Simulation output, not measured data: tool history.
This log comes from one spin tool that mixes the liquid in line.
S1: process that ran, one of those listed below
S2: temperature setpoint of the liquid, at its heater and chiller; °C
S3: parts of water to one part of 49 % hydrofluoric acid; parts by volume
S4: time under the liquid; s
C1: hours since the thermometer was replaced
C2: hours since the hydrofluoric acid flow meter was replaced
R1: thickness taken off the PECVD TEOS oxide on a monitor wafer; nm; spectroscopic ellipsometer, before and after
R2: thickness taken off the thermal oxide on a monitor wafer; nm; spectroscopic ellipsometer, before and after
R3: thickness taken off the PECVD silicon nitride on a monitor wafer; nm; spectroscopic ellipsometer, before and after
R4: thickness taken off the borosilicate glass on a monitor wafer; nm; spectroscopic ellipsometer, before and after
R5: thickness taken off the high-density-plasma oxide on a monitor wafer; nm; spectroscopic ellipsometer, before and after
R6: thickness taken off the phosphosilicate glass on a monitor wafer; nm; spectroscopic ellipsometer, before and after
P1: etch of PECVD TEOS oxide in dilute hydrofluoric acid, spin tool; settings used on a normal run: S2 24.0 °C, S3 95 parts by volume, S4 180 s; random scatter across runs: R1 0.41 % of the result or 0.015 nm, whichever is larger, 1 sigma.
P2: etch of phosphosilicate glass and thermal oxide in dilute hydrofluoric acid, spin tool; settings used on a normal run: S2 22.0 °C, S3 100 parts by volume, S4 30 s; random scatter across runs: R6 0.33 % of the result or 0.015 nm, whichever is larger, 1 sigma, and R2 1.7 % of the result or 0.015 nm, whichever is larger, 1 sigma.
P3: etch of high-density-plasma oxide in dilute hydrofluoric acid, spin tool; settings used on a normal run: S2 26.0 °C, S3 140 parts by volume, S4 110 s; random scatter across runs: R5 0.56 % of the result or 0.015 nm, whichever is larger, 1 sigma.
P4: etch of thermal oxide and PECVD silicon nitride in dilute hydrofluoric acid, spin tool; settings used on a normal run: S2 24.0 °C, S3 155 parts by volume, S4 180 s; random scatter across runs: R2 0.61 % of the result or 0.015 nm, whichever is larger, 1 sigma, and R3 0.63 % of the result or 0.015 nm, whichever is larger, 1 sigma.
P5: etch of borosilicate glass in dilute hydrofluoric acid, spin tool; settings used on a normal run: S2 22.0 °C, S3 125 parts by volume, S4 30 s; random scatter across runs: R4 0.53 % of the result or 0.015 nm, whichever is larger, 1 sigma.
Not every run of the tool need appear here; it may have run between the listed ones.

run	hour	S1	S2	S3	S4	C1	C2	R1	R2	R3	R4	R5	R6
1	9.3	P1	24.0	95	180	260.7	1351.0	29.5120					
2	16.6	P4	24.0	30	180	268.0	1358.3		30.92900	19.0900			
3	29.7	P5	22.0	185	30	281.1	1371.4				6.0336		
4	41.0	P1	18.0	95	180	292.4	1382.7	23.1560					
5	52.5	P4	24.0	155	180	303.9	1394.2		5.09520	3.8283			
6	60.9	P1	24.0	95	180	312.3	1402.6	29.7720					
7	70.8	P3	26.0	140	210	322.2	1412.5					13.9660	
8	77.2	P2	22.0	100	30	328.6	1418.9		1.29990				33.428
9	83.7	P3	26.0	140	110	335.1	1425.4					7.3666	
10	92.2	P5	17.0	125	30	343.6	1433.9				7.7812		
11	103.9	P1	24.0	95	180	355.3	1445.6	29.2930					
12	114.9	P1	24.0	95	180	366.3	1456.6	29.6270					
13	121.6	P1	24.0	20	340	373.0	1463.3	292.2200					
14	128.9	P4	24.0	155	325	380.3	1470.6		9.33840	6.8769			
15	135.1	P2	22.0	140	30	386.5	1476.8		0.84304				22.682
16	146.8	P1	30.5	20	180	398.2	1488.5	203.0700					
17	155.1	P1	24.0	50	180	406.5	1496.8	59.1320					
18	164.0	P4	17.0	155	180	415.4	1505.7		3.90580	2.3608			
19	171.1	P3	26.0	140	110	422.5	1512.8					7.3144	
20	180.2	P1	24.0	95	265	431.6	1521.9	43.4290					
21	186.3	P5	22.0	125	15	437.7	1528.0				4.7499		
22	192.9	P1	24.0	95	15	444.3	1534.6	2.4927					
23	206.1	P1	24.0	145	180	457.5	1547.8	18.2880					
24	212.5	P3	18.0	140	110	463.9	1554.2					5.3789	
25	222.9	P2	22.0	100	30	474.3	1564.6		1.30130				33.432
26	229.6	P1	28.5	95	180	481.0	1571.3	35.0900					
27	241.8	P5	22.0	125	30	493.2	1583.5				9.5891		
28	255.0	P2	22.0	100	60	506.4	1596.7		2.59640				66.572
29	267.8	P1	24.0	155	35	519.2	1609.5	3.2677					
30	273.8	P2	17.0	100	30	525.2	1615.5		1.03690				27.037
31	282.5	P3	26.0	225	110	533.9	1624.2					4.0933	
32	292.1	P1	24.0	95	180	543.5	1633.8	29.6180					
33	303.2	P1	24.0	95	180	554.6	1644.9	29.6000					
34	310.2	P1	24.0	95	180	561.6	1651.9	28.3530					
35	316.2	P1	24.0	95	180	567.6	1657.9	28.2190					
36	324.1	P1	24.0	95	180	575.5	1665.8	27.5590					
37	331.2	P1	24.0	95	180	582.6	1672.9	27.4160					
38	338.9	P1	24.0	95	180	590.3	1680.6	27.4220					
39	348.2	P1	24.0	95	180	599.6	1689.9	27.5030					

Compared with where it was, what P1 gives has crept away. Each cause listed below fits the log as well as the rest, at the size given for it:
A: hydrofluoric acid flow below the setpoint (%) = 6.73
B: liquid colder than its thermometer reads (K) = 1.95
At approximately hour 303.2, the process output began to creep.

Which of the 4 check runs listed below separates the causes, so that each cause would produce a clearly different result? Each run uses one wafer, and its results are marked with question marks.
check 1	357.5	P2	22.0	100	30				?				?
check 2	357.5	P3	26.0	140	110							?	
check 3	357.5	P5	22.0	125	30						?		
check 4	357.5	P4	24.0	155	180				?	?			

Outcome of each check run for each possible cause:
check	result	if A	if B
check 1	R2	1.18750	1.18610
check 1	R6	30.740	30.702
check 2	R5	6.7282	6.7790
check 3	R4	8.8131	8.8283
check 4	R2	4.72560	4.75990
check 4	R3	3.5593	3.3597
Gap, in per cent, between the two causes that each check separates least, read from the result that separates them most: check 1 0.12 %; check 2 0.75 %; check 3 0.17 %; check 4 5.77 %
The causes can be told apart only by check 4. The other checks would give nearly the same results under each of them.

Check 4 was then run and gave: R2 4.76790 nm; R3 3.5264 nm. Which cause is it?

A is the cause: hydrofluoric acid flow below the setpoint (%).
